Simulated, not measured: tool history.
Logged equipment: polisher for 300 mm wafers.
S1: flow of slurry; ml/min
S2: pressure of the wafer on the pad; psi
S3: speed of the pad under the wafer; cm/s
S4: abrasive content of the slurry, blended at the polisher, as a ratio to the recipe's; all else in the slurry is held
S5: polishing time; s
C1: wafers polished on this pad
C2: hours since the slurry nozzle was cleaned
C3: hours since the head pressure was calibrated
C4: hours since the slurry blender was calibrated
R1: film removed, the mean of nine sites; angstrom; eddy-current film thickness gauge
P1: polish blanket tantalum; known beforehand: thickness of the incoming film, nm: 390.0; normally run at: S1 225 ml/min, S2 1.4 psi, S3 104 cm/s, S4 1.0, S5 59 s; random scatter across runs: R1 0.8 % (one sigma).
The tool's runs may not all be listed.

run     day   S1   S2   S3   S4  S5    C1     C2     C3     C4       R1
  1   0.346  225  1.4  104  1.0  59   426  308.1  322.9   69.2   836.53
  2   0.829  225  1.4  156  1.0  59   536  319.7  334.5   80.8  1252.90
  3   1.138  225  0.6  104  1.0  38   605  327.1  341.9   88.2   232.27
  4   1.704  225  1.4  104  1.0  59   734  340.7  355.5  101.8   848.92
  5   2.208  225  1.4   74  1.0  59   848  352.8  367.6  113.9   595.56
  6   2.512  225  2.1  104  1.0  59   916  360.1  374.9  121.2  1274.70
  7   3.004  225  1.4  104  1.0  59  1027  371.9  386.7  133.0   840.20
  8   3.438  325  1.4  104  1.0  59  1125  382.3  397.1  143.4   864.63
      3.729  -- slurry blender recalibrated
  9   3.792  225  1.4  104  1.0  44  1205  390.8  405.6    1.6   625.29
 10   4.342  225  1.0  104  1.0  59  1330  404.0  418.8   14.8   599.61
 11   4.650  225  0.8  104  1.0  38  1399  411.4  426.2   22.2   310.16
 12   5.192  225  1.4  104  1.0  59  1522  424.4  439.2   35.2   841.64
 13   5.708  225  1.4  104  1.2  59  1639  436.8  451.6   47.6   882.19
 14   6.158  225  1.4  104  1.0  59  1740  447.6  462.4   58.4   844.43
 15   6.529  225  1.4  104  1.0  59  1824  456.5  471.3   67.3   828.15
 16   6.862  225  1.4  104  1.0  59  1900  464.5  479.3   75.3   835.37
 17   7.396  135  1.4  104  1.0  59  2020  477.3  492.1   88.1   782.75
      7.567  -- slurry nozzle cleaned
 18   7.933  225  1.4  104  1.0  93  2142    8.8  505.0  101.0  1315.80
 19   8.283  225  1.4  104  0.6  59  2221   17.2  513.4  109.4   699.37
 20   8.808  150  1.4  128  1.0  59  2340   29.8  526.0  122.0   974.42
 21   9.192  225  1.4  104  1.0  59  2426   39.0  535.2  131.2   838.29
 22   9.679  225  1.4  104  1.0  59  2536   50.7  546.9  142.9   796.32
     10.108  -- worn pad replaced by a new one
 23  10.142  225  1.4  104  1.0  59     7   61.8  558.0  154.0   777.29
 24  10.417  225  1.4  104  1.0  59    70   68.4  564.6  160.6   770.04
     10.771  -- slurry nozzle cleaned
 25  10.862  225  1.4  104  1.0  59   170    2.2  575.3  171.3   766.45
 26  11.225  225  1.4  104  1.0  59   252   10.9  584.0  180.0   761.32
 27  11.521  225  1.4  104  1.0  59   319   18.0  591.1  187.1   764.20

The log shows P1 creeping away from where it was. Any of the 2 causes listed here, at the size stated for it, fits the log just as well as the others:
A: abrasive missing from the slurry, % = 25.7
B: head's pressure below its setpoint, % = 9
Creep in the process output first set in at about day 9.192.
Other possible causes, and why each is ruled out:
removal rate lost through wear of the pad, %: serviced after onset, at day 10.108, with no recovery of the prior output
slurry flow missing at the pad, %: serviced after onset, at day 10.771, with no recovery of the prior output

Which of the check runs below tells the causes apart, meaning the causes would give it clearly different results? Each run uses 3 wafers whose results are averaged, and each result is shown as a question mark.
check 1  11.817  305  1.4  104  1.0  59                   ?
check 2  11.817  225  1.4  104  0.6  81                   ?
check 3  11.817  315  1.4  148  1.0  59                   ?
check 4  11.817  225  1.4  104  1.0  76                   ?

Expected result of each check under each candidate cause:
  check  result     if A     if B
check 1      R1   788.73   788.68
check 2      R1   850.93   881.49
check 3      R1  1125.60  1125.50
check 4      R1   984.68   984.61
Smallest distance between any two causes, each pair judged by its most separating result, in per cent: check 1 0.01 %; check 2 3.53 %; check 3 0.01 %; check 4 0.01 %
The causes can be told apart only by check 2. The other checks would give nearly the same results under each of them.

The results of check 2 are: R1 878.91 angstrom. Based on these, which of the listed causes is it?

B is the cause: head's pressure below its setpoint, %.
